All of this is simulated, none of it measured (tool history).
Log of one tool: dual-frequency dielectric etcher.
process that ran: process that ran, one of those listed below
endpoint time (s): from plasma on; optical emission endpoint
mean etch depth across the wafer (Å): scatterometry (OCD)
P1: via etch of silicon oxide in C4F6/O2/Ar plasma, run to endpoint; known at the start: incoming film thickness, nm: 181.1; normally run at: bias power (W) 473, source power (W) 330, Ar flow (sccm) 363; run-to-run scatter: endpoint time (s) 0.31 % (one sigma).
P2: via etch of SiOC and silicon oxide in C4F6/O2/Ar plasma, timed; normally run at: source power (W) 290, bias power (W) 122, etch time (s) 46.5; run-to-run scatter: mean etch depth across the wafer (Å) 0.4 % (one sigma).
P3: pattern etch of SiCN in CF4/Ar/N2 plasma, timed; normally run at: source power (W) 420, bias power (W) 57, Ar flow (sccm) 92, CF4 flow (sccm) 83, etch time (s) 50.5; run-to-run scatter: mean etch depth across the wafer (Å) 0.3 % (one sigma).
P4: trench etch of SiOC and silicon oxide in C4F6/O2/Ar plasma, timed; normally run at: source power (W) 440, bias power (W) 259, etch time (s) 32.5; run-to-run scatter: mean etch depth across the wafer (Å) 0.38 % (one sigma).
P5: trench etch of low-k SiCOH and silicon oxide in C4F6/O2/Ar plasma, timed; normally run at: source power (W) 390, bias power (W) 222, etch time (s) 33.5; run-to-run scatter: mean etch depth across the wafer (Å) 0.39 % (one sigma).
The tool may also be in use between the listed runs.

| run | hour | process that ran | bias power (W) | source power (W) | Ar flow (sccm) | etch time (s) | CF4 flow (sccm) | endpoint time (s) | mean etch depth across the wafer (Å) |
|---|---|---|---|---|---|---|---|---|---|
| 1 | 10.7 | P1 | 473 | 330 | 363 |  |  | 45.470 |  |
| 2 | 18.3 | P1 | 473 | 330 | 241 |  |  | 43.558 |  |
| 3 | 27.2 | P2 | 122 | 290 |  | 46.5 |  |  | 422.10 |
| 4 | 32.6 | P3 | 57 | 420 | 92 | 50.5 | 83 |  | 400.49 |
| 5 | 41.7 | P2 | 122 | 240 |  | 46.5 |  |  | 391.97 |
| 6 | 52.4 | P4 | 366 | 440 |  | 32.5 |  |  | 825.86 |
| 7 | 57.6 | P1 | 473 | 240 | 363 |  |  | 50.854 |  |
| 8 | 65.2 | P3 | 57 | 300 | 92 | 50.5 | 83 |  | 296.50 |
| 9 | 70.6 | P5 | 222 | 390 |  | 33.5 |  |  | 1083.10 |
| 10 | 77.2 | P3 | 57 | 420 | 119 | 50.5 | 83 |  | 382.75 |
| 11 | 82.9 | P1 | 473 | 330 | 363 |  |  | 45.570 |  |
| 12 | 93.0 | P3 | 57 | 420 | 92 | 29.5 | 83 |  | 232.20 |
| 13 | 101.1 | P3 | 57 | 420 | 92 | 50.5 | 108 |  | 414.67 |
| 14 | 107.0 | P4 | 259 | 590 |  | 32.5 |  |  | 823.39 |
| 15 | 113.4 | P5 | 269 | 390 |  | 33.5 |  |  | 1156.90 |
| 16 | 122.5 | P4 | 259 | 440 |  | 18.0 |  |  | 405.65 |
| 17 | 130.4 | P2 | 154 | 290 |  | 46.5 |  |  | 455.91 |
| 18 | 139.0 | P5 | 222 | 490 |  | 33.5 |  |  | 1188.20 |
| 19 | 149.2 | P1 | 619 | 330 | 363 |  |  | 41.007 |  |
| 20 | 157.0 | P3 | 57 | 420 | 92 | 50.5 | 83 |  | 396.89 |
|  | 160.3 | Ar flow controller replaced |
| 21 | 165.5 | P3 | 34 | 420 | 92 | 50.5 | 83 |  | 342.59 |
| 22 | 176.1 | P4 | 259 | 440 |  | 32.5 |  |  | 737.91 |
| 23 | 186.4 | P1 | 643 | 250 | 363 |  |  | 44.703 |  |
| 24 | 196.4 | P5 | 222 | 390 |  | 48.0 |  |  | 1551.60 |
| 25 | 203.7 | P2 | 122 | 290 |  | 46.5 |  |  | 422.14 |
| 26 | 211.2 | P5 | 222 | 390 |  | 33.5 |  |  | 1076.90 |

The next listed run, before its measurement:
| 27 | 220.6 | P1 | 351 | 330 | 363 |  |  | ? |  |

endpoint time (s): 50.379
